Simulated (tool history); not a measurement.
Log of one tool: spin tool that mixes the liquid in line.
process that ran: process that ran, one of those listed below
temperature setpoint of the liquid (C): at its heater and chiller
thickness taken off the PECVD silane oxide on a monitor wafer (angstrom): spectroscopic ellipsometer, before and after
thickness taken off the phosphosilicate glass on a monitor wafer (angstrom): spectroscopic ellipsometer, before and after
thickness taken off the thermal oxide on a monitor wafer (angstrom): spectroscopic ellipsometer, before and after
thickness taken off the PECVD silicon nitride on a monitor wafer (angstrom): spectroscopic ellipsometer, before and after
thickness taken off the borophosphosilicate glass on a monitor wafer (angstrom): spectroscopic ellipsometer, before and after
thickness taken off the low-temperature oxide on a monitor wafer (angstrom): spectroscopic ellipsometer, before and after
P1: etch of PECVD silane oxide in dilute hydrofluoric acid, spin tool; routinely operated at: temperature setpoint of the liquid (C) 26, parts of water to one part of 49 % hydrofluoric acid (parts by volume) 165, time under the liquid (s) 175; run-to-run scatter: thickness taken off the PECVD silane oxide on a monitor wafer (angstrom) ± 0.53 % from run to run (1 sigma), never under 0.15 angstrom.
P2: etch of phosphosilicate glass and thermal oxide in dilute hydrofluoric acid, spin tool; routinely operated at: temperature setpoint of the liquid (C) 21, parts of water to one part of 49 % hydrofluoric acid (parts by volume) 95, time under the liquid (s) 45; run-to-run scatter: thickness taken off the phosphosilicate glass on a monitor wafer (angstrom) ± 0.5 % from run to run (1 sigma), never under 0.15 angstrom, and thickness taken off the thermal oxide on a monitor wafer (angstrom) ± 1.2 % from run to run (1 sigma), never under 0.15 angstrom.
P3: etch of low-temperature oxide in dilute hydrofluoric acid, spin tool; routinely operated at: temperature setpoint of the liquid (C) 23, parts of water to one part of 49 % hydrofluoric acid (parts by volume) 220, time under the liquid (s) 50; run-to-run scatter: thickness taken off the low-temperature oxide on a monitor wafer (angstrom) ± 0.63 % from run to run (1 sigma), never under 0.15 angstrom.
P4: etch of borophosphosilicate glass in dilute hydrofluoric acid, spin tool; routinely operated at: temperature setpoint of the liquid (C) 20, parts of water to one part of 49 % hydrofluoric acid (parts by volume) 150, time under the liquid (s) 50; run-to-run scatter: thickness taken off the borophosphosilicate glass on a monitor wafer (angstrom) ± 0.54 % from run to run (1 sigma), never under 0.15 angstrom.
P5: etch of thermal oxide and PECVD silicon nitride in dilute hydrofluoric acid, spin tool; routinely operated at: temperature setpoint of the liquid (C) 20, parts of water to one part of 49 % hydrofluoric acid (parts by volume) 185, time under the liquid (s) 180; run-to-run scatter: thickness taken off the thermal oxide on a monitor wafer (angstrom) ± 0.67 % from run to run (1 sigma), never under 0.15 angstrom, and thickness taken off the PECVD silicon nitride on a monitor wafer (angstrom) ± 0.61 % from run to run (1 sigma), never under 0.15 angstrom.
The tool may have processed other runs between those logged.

run	day	process that ran	temperature setpoint of the liquid (C)	parts of water to one part of 49 % hydrofluoric acid (parts by volume)	time under the liquid (s)	hours since the thermometer was replaced	hours since the hydrofluoric acid flow meter was replaced	thickness taken off the PECVD silane oxide on a monitor wafer (angstrom)	thickness taken off the phosphosilicate glass on a monitor wafer (angstrom)	thickness taken off the thermal oxide on a monitor wafer (angstrom)	thickness taken off the PECVD silicon nitride on a monitor wafer (angstrom)	thickness taken off the borophosphosilicate glass on a monitor wafer (angstrom)	thickness taken off the low-temperature oxide on a monitor wafer (angstrom)
1	0.138	P1	26	165	175	1310.5	1268.9	157.54					
2	0.425	P1	26	165	175	1317.4	1275.8	159.1					
3	0.567	P1	19.5	165	175	1320.8	1279.2	124.04					
4	0.833	P2	21	95	45	1327.2	1285.6		378.31	20.879			
5	1.038	P5	20	185	180	1332.1	1290.5			36.304	42.649		
6	1.25	P4	20	85	50	1337.2	1295.6					165.96	
7	1.462	P2	21	95	15	1342.3	1300.7		126.25	6.8648			
8	1.608	P1	26	270	175	1345.8	1304.2	86.392					
9	1.829	P4	20	150	85	1351.1	1309.5					147.72	
10	2.054	P5	17	185	180	1356.5	1314.9			32.337	34.91		
11	2.221	P4	17	150	50	1360.5	1318.9					77.398	
12	2.512	P3	23	220	50	1367.5	1325.9						41.903
13	2.725	P1	26	165	325	1372.6	1331	295.84					
# day 2.862: hydrofluoric acid flow meter replaced
14	2.896	P3	17	220	50	1376.7	0.9						33.741
15	3.167	P5	20	315	180	1383.2	7.4			18.681	25.605		
16	3.342	P3	23	220	85	1387.4	11.6						71.938
17	3.554	P1	26	165	65	1392.5	16.7	58.99					
18	3.825	P3	23	335	50	1399	23.2						24.637
19	4.042	P1	33	165	175	1404.2	28.4	202.96					
20	4.317	P2	21	95	45	1410.8	35		378.66	20.389			
21	4.471	P2	21	135	45	1414.5	38.7		253.64	13.838			
22	4.688	P1	26	165	175	1419.7	43.9	157.65					
23	4.892	P1	26	165	175	1424.6	48.8	158.23					
24	5.108	P1	22	165	290	1429.8	54	222.83					
25	5.317	P5	20	185	180	1434.8	59			36.707	42.622		
26	5.521	P5	20	185	15	1439.7	63.9			2.9345	3.6711		
27	5.783	P2	27.5	95	45	1446	70.2		486.2	26.48			
28	5.938	P1	26	55	175	1449.7	73.9	546.52					
29	6.212	P4	20	150	50	1456.3	80.5					86.96	
30	6.462	P1	26	165	175	1462.3	86.5	158.86					
31	6.654	P1	26	165	175	1466.9	91.1	155.13					
32	6.892	P1	26	165	175	1472.6	96.8	151.05					
33	7.046	P1	26	165	175	1476.3	100.5	149.64					
34	7.304	P1	26	165	175	1482.5	106.7	150.75					
35	7.554	P1	26	165	175	1488.5	112.7	148.16					
36	7.754	P1	26	165	175	1493.3	117.5	147.07					
37	7.917	P1	26	165	175	1497.2	121.4	146.82					
38	8.142	P1	26	165	175	1502.6	126.8	146.98					
39	8.279	P1	26	165	175	1505.9	130.1	148.5					
40	8.433	P1	26	165	175	1509.6	133.8	145.3					

The output of P1 has drifted from where it used to be. Each of the 2 causes below, taken at the size shown beside it, accounts for the log equally well:
A: liquid colder than its thermometer reads (K) = 2.01
B: hydrofluoric acid flow below the setpoint (%) = 6.08
The gradual shift began around day 6.462.

Listed below are the offered check runs, one wafer per run, with question marks in place of results. For which of them would the causes give clearly different outcomes?
check 1	8.588	P2	25.5	95	20				?	?			
check 2	8.588	P4	17	150	85							?	
check 3	8.588	P3	18	220	50								?
check 4	8.588	P5	17	185	180					?	?		

Expected result of each check under each candidate cause:
check	result	if A	if B
check 1	thickness taken off the phosphosilicate glass on a monitor wafer (angstrom)	186.16	187.84
check 1	thickness taken off the thermal oxide on a monitor wafer (angstrom)	10.065	10.156
check 2	thickness taken off the borophosphosilicate glass on a monitor wafer (angstrom)	121.05	122.41
check 3	thickness taken off the low-temperature oxide on a monitor wafer (angstrom)	32.18	32.297
check 4	thickness taken off the thermal oxide on a monitor wafer (angstrom)	29.767	30.002
check 4	thickness taken off the PECVD silicon nitride on a monitor wafer (angstrom)	30.492	32.942
Minimum pairwise separation of causes per check, each pair taken at its best-separating result: check 1 0.9 %; check 2 1.11 %; check 3 0.36 %; check 4 7.73 %
The causes can be told apart only by check 4. The other checks would give nearly the same results under each of them.

After running check 4, the following was obtained: thickness taken off the thermal oxide on a monitor wafer (angstrom) 29.519; thickness taken off the PECVD silicon nitride on a monitor wafer (angstrom) 30.893. Which cause does this point to?

The cause is A: liquid colder than its thermometer reads (K).
